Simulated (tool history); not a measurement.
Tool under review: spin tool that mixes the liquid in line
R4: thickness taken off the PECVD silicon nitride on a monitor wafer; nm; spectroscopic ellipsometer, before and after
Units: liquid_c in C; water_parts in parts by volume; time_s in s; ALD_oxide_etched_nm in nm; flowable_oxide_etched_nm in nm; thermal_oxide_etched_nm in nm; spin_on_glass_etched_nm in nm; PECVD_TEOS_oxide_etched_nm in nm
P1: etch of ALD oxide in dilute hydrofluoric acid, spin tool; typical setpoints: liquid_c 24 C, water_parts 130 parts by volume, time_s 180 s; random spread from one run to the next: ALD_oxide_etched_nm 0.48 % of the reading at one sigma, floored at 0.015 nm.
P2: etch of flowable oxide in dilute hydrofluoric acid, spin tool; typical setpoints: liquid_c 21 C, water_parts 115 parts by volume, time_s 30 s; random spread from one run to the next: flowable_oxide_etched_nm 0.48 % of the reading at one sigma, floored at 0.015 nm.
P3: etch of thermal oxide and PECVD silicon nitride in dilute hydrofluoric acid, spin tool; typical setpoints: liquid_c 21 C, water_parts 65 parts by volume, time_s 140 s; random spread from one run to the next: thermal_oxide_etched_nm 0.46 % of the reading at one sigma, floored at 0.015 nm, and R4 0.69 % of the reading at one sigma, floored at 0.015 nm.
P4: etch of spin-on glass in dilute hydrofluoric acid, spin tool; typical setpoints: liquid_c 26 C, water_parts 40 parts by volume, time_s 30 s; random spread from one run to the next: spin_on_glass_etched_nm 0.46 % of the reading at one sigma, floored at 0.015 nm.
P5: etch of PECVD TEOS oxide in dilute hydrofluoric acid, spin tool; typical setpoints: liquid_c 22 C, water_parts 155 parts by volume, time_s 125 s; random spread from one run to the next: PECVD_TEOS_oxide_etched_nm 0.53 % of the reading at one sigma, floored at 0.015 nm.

run 1 hour=7.4 | process=P1 liquid_c=24 water_parts=130 time_s=180 | ALD_oxide_etched_nm=28.982
run 2 hour=13.8 | process=P1 liquid_c=24 water_parts=75 time_s=180 | ALD_oxide_etched_nm=53.605
run 3 hour=20.3 | process=P1 liquid_c=24 water_parts=130 time_s=180 | ALD_oxide_etched_nm=28.874
run 4 hour=25.2 | process=P2 liquid_c=21 water_parts=115 time_s=30 | flowable_oxide_etched_nm=7.5375
run 5 hour=34.5 | process=P3 liquid_c=21 water_parts=95 time_s=140 | thermal_oxide_etched_nm=5.7652 R4=2.0874
run 6 hour=43.4 | process=P4 liquid_c=26 water_parts=40 time_s=30 | spin_on_glass_etched_nm=27.797
run 7 hour=48.9 | process=P4 liquid_c=26 water_parts=40 time_s=30 | spin_on_glass_etched_nm=27.936
run 8 hour=58.2 | process=P1 liquid_c=24 water_parts=130 time_s=15 | ALD_oxide_etched_nm=2.4364
run 9 hour=62.7 | process=P2 liquid_c=21 water_parts=115 time_s=15 | flowable_oxide_etched_nm=3.7855
run 10 hour=72.1 | process=P3 liquid_c=21 water_parts=65 time_s=280 | thermal_oxide_etched_nm=17.606 R4=6.0115
run 11 hour=81.6 | process=P1 liquid_c=24 water_parts=200 time_s=180 | ALD_oxide_etched_nm=17.408
run 12 hour=90.7 | process=P1 liquid_c=32 water_parts=130 time_s=180 | ALD_oxide_etched_nm=39.117
-- hour=93.6 hydrofluoric acid flow meter replaced
run 13 hour=99.4 | process=P3 liquid_c=21 water_parts=65 time_s=140 | thermal_oxide_etched_nm=8.9324 R4=3.0257
run 14 hour=108.8 | process=P5 liquid_c=26 water_parts=155 time_s=125 | PECVD_TEOS_oxide_etched_nm=16.315
run 15 hour=113.3 | process=P1 liquid_c=24 water_parts=130 time_s=180 | ALD_oxide_etched_nm=28.724
run 16 hour=117.9 | process=P1 liquid_c=24 water_parts=130 time_s=180 | ALD_oxide_etched_nm=28.945
run 17 hour=122.2 | process=P5 liquid_c=22 water_parts=70 time_s=125 | PECVD_TEOS_oxide_etched_nm=34.373
run 18 hour=126.3 | process=P1 liquid_c=19.5 water_parts=80 time_s=180 | ALD_oxide_etched_nm=41.398
run 19 hour=131.5 | process=P4 liquid_c=18.5 water_parts=40 time_s=30 | spin_on_glass_etched_nm=20.474
run 20 hour=138.9 | process=P1 liquid_c=24 water_parts=130 time_s=335 | ALD_oxide_etched_nm=53.581
run 21 hour=145.2 | process=P5 liquid_c=22 water_parts=155 time_s=215 | PECVD_TEOS_oxide_etched_nm=24.006
run 22 hour=150.5 | process=P1 liquid_c=24 water_parts=130 time_s=180 | ALD_oxide_etched_nm=29.197
run 23 hour=160.1 | process=P3 liquid_c=25 water_parts=65 time_s=140 | thermal_oxide_etched_nm=10.36 R4=4.0064
run 24 hour=165 | process=P2 liquid_c=21 water_parts=170 time_s=30 | flowable_oxide_etched_nm=4.8157
run 25 hour=171.6 | process=P2 liquid_c=17 water_parts=115 time_s=30 | flowable_oxide_etched_nm=6.4275
run 26 hour=178.3 | process=P4 liquid_c=26 water_parts=60 time_s=30 | spin_on_glass_etched_nm=18.037
run 27 hour=182.5 | process=P4 liquid_c=26 water_parts=40 time_s=60 | spin_on_glass_etched_nm=55.771
run 28 hour=187.4 | process=P1 liquid_c=19.5 water_parts=130 time_s=180 | ALD_oxide_etched_nm=24.3
run 29 hour=193.9 | process=P5 liquid_c=22 water_parts=155 time_s=125 | PECVD_TEOS_oxide_etched_nm=13.827
run 30 hour=202.3 | process=P5 liquid_c=22 water_parts=155 time_s=125 | PECVD_TEOS_oxide_etched_nm=14.074
run 31 hour=209.5 | process=P1 liquid_c=24 water_parts=130 time_s=180 | ALD_oxide_etched_nm=28.722
run 32 hour=215.8 | process=P1 liquid_c=24 water_parts=130 time_s=180 | ALD_oxide_etched_nm=28.274
run 33 hour=220.9 | process=P1 liquid_c=24 water_parts=130 time_s=180 | ALD_oxide_etched_nm=28.234
run 34 hour=226.3 | process=P1 liquid_c=24 water_parts=130 time_s=180 | ALD_oxide_etched_nm=27.482
run 35 hour=231.2 | process=P1 liquid_c=24 water_parts=130 time_s=180 | ALD_oxide_etched_nm=27.449
run 36 hour=236.4 | process=P1 liquid_c=24 water_parts=130 time_s=180 | ALD_oxide_etched_nm=27.271
run 37 hour=245.8 | process=P1 liquid_c=24 water_parts=130 time_s=180 | ALD_oxide_etched_nm=26.941
run 38 hour=253.8 | process=P1 liquid_c=24 water_parts=130 time_s=180 | ALD_oxide_etched_nm=26.901
run 39 hour=262.4 | process=P1 liquid_c=24 water_parts=130 time_s=180 | ALD_oxide_etched_nm=26.803
run 40 hour=270.3 | process=P1 liquid_c=24 water_parts=130 time_s=180 | ALD_oxide_etched_nm=26.703
run 41 hour=274.7 | process=P1 liquid_c=24 water_parts=130 time_s=180 | ALD_oxide_etched_nm=26.716
run 42 hour=281.5 | process=P1 liquid_c=24 water_parts=130 time_s=180 | ALD_oxide_etched_nm=26.938

What P1 gives has crept away from where it was. These 2 causes fit the log equally well, each at the size given:
A: hydrofluoric acid flow below the setpoint (%) = 6.54
B: liquid colder than its thermometer reads (K) = 2
The drift started at roughly hour 209.5.

Of the 4 check runs listed below, each run on one wafer and each result written as a question mark, which would let you distinguish the listed causes because they would give clearly different results?
run check 1 hour=288.3 | process=P4 liquid_c=26 water_parts=40 time_s=30 | spin_on_glass_etched_nm=?
run check 2 hour=288.3 | process=P3 liquid_c=21 water_parts=65 time_s=140 | thermal_oxide_etched_nm=? R4=?
run check 3 hour=288.3 | process=P5 liquid_c=22 water_parts=155 time_s=125 | PECVD_TEOS_oxide_etched_nm=?
run check 4 hour=288.3 | process=P2 liquid_c=21 water_parts=115 time_s=30 | flowable_oxide_etched_nm=?

How each check would come out, cause by cause:
check=check_1 result=spin_on_glass_etched_nm if_A=25.949 if_B=25.672
check=check_2 result=thermal_oxide_etched_nm if_A=8.2114 if_B=8.1221
check=check_2 result=R4 if_A=2.8511 if_B=2.6531
check=check_3 result=PECVD_TEOS_oxide_etched_nm if_A=12.917 if_B=12.927
check=check_4 result=flowable_oxide_etched_nm if_A=7.0343 if_B=7.001
Per-check spread between the two closest causes, in the result where they differ most: check 1 1.07 %; check 2 7.2 %; check 3 0.08 %; check 4 0.48 %
Check 2 distinguishes between the causes, while the remaining checks would return nearly the same result for all of them.

After running check 2, the following was obtained: thermal_oxide_etched_nm 8.2455 nm; R4 2.8237 nm. Which cause does this point to?

The correct cause is A, namely: hydrofluoric acid flow below the setpoint (%).
